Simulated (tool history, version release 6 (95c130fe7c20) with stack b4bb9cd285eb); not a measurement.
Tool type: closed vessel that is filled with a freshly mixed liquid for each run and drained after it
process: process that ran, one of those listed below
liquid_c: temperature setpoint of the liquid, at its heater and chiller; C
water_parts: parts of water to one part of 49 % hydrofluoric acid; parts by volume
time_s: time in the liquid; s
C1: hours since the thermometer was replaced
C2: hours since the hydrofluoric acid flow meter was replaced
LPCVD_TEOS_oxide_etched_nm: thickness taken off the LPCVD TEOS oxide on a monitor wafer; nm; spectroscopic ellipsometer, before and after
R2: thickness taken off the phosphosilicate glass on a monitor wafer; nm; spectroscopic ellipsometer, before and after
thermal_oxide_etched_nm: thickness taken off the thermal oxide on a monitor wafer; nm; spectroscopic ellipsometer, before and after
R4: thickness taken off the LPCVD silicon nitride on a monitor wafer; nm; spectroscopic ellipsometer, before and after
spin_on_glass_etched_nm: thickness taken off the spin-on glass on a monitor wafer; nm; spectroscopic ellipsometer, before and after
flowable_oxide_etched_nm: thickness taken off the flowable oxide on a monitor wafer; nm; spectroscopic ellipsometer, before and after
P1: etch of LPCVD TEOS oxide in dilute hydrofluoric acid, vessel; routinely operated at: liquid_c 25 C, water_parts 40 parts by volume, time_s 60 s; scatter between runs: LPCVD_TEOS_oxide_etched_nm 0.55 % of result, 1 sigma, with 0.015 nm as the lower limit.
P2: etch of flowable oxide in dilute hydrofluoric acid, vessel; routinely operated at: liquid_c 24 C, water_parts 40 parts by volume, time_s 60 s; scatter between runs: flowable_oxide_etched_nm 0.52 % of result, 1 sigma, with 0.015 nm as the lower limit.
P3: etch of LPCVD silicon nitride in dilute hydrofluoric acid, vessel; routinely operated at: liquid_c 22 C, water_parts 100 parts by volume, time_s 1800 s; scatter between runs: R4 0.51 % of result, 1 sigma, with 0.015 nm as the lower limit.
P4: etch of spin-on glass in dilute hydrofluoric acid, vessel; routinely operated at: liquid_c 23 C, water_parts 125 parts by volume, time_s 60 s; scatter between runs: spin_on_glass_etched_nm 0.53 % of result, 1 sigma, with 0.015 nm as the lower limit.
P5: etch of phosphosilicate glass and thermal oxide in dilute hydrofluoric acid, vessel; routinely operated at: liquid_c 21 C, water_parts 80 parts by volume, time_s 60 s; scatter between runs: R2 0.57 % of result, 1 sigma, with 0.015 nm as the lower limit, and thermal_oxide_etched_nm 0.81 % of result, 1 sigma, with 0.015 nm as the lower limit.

run 1 day=0.412 | process=P1 liquid_c=25 water_parts=40 time_s=60 | C1=674.3 C2=746.3 | LPCVD_TEOS_oxide_etched_nm=28.193
run 2 day=0.75 | process=P5 liquid_c=21 water_parts=80 time_s=30 | C1=682.4 C2=754.4 | R2=71.252 thermal_oxide_etched_nm=1.5801
run 3 day=1.029 | process=P3 liquid_c=22 water_parts=180 time_s=1800 | C1=689.1 C2=761.1 | R4=4.8315
run 4 day=1.408 | process=P5 liquid_c=21 water_parts=80 time_s=60 | C1=698.2 C2=770.2 | R2=142.9 thermal_oxide_etched_nm=3.1689
run 5 day=1.842 | process=P1 liquid_c=25 water_parts=40 time_s=30 | C1=708.6 C2=780.6 | LPCVD_TEOS_oxide_etched_nm=14.215
run 6 day=2.083 | process=P1 liquid_c=29 water_parts=40 time_s=60 | C1=714.4 C2=786.4 | LPCVD_TEOS_oxide_etched_nm=33.434
run 7 day=2.479 | process=P4 liquid_c=19 water_parts=125 time_s=60 | C1=723.9 C2=795.9 | spin_on_glass_etched_nm=15.718
run 8 day=2.704 | process=P1 liquid_c=25 water_parts=40 time_s=60 | C1=729.3 C2=801.3 | LPCVD_TEOS_oxide_etched_nm=28.53
run 9 day=3.075 | process=P1 liquid_c=25 water_parts=20 time_s=60 | C1=738.2 C2=810.2 | LPCVD_TEOS_oxide_etched_nm=58.192
run 10 day=3.396 | process=P2 liquid_c=17 water_parts=40 time_s=60 | C1=745.9 C2=817.9 | flowable_oxide_etched_nm=26.561
run 11 day=3.671 | process=P1 liquid_c=25 water_parts=40 time_s=60 | C1=752.5 C2=824.5 | LPCVD_TEOS_oxide_etched_nm=28.586
run 12 day=4.083 | process=P1 liquid_c=25 water_parts=40 time_s=60 | C1=762.4 C2=834.4 | LPCVD_TEOS_oxide_etched_nm=28.272
run 13 day=4.421 | process=P4 liquid_c=23 water_parts=60 time_s=60 | C1=770.5 C2=842.5 | spin_on_glass_etched_nm=41.718
run 14 day=4.792 | process=P5 liquid_c=21 water_parts=50 time_s=60 | C1=779.4 C2=851.4 | R2=236.79 thermal_oxide_etched_nm=5.1682
run 15 day=5.196 | process=P1 liquid_c=25 water_parts=40 time_s=60 | C1=789.1 C2=861.1 | LPCVD_TEOS_oxide_etched_nm=28.194
run 16 day=5.421 | process=P1 liquid_c=25 water_parts=40 time_s=60 | C1=794.5 C2=866.5 | LPCVD_TEOS_oxide_etched_nm=28.688
run 17 day=5.696 | process=P4 liquid_c=23 water_parts=125 time_s=30 | C1=801.1 C2=873.1 | spin_on_glass_etched_nm=9.1367
run 18 day=5.958 | process=P1 liquid_c=25 water_parts=40 time_s=110 | C1=807.4 C2=879.4 | LPCVD_TEOS_oxide_etched_nm=52.333
run 19 day=6.233 | process=P2 liquid_c=24 water_parts=70 time_s=60 | C1=814 C2=886 | flowable_oxide_etched_nm=19.653
run 20 day=6.588 | process=P5 liquid_c=21 water_parts=80 time_s=60 | C1=822.5 C2=894.5 | R2=143.22 thermal_oxide_etched_nm=3.1574
run 21 day=6.788 | process=P3 liquid_c=29.5 water_parts=100 time_s=1800 | C1=827.3 C2=899.3 | R4=13.919
run 22 day=7.121 | process=P2 liquid_c=24 water_parts=40 time_s=30 | C1=835.3 C2=907.3 | flowable_oxide_etched_nm=17.926
run 23 day=7.367 | process=P1 liquid_c=25 water_parts=65 time_s=30 | C1=841.2 C2=913.2 | LPCVD_TEOS_oxide_etched_nm=8.5107
run 24 day=7.679 | process=P1 liquid_c=25 water_parts=65 time_s=60 | C1=848.7 C2=920.7 | LPCVD_TEOS_oxide_etched_nm=16.887
run 25 day=8.075 | process=P3 liquid_c=22 water_parts=100 time_s=3590 | C1=858.2 C2=930.2 | R4=17.226
run 26 day=8.475 | process=P1 liquid_c=25 water_parts=40 time_s=60 | C1=867.8 C2=939.8 | LPCVD_TEOS_oxide_etched_nm=28.439
run 27 day=8.725 | process=P3 liquid_c=22 water_parts=100 time_s=1800 | C1=873.8 C2=945.8 | R4=8.6344
run 28 day=9.058 | process=P3 liquid_c=22 water_parts=100 time_s=1800 | C1=881.8 C2=953.8 | R4=8.7025
run 29 day=9.275 | process=P2 liquid_c=24 water_parts=40 time_s=60 | C1=887 C2=959 | flowable_oxide_etched_nm=35.521
run 30 day=9.692 | process=P1 liquid_c=19.5 water_parts=40 time_s=60 | C1=897 C2=969 | LPCVD_TEOS_oxide_etched_nm=22.674
run 31 day=10.125 | process=P4 liquid_c=23 water_parts=125 time_s=60 | C1=907.4 C2=979.4 | spin_on_glass_etched_nm=18.389
run 32 day=10.533 | process=P5 liquid_c=28.5 water_parts=80 time_s=60 | C1=917.2 C2=989.2 | R2=192.46 thermal_oxide_etched_nm=4.3001
run 33 day=10.767 | process=P1 liquid_c=25 water_parts=40 time_s=60 | C1=922.8 C2=994.8 | LPCVD_TEOS_oxide_etched_nm=28.479

Run 34 comes next. What will it give?
run 34 day=10.967 | process=P1 liquid_c=25 water_parts=40 time_s=60 | C1=927.6 C2=999.6 | LPCVD_TEOS_oxide_etched_nm=?

{"run 34": {"LPCVD_TEOS_oxide_etched_nm": 27.854}}
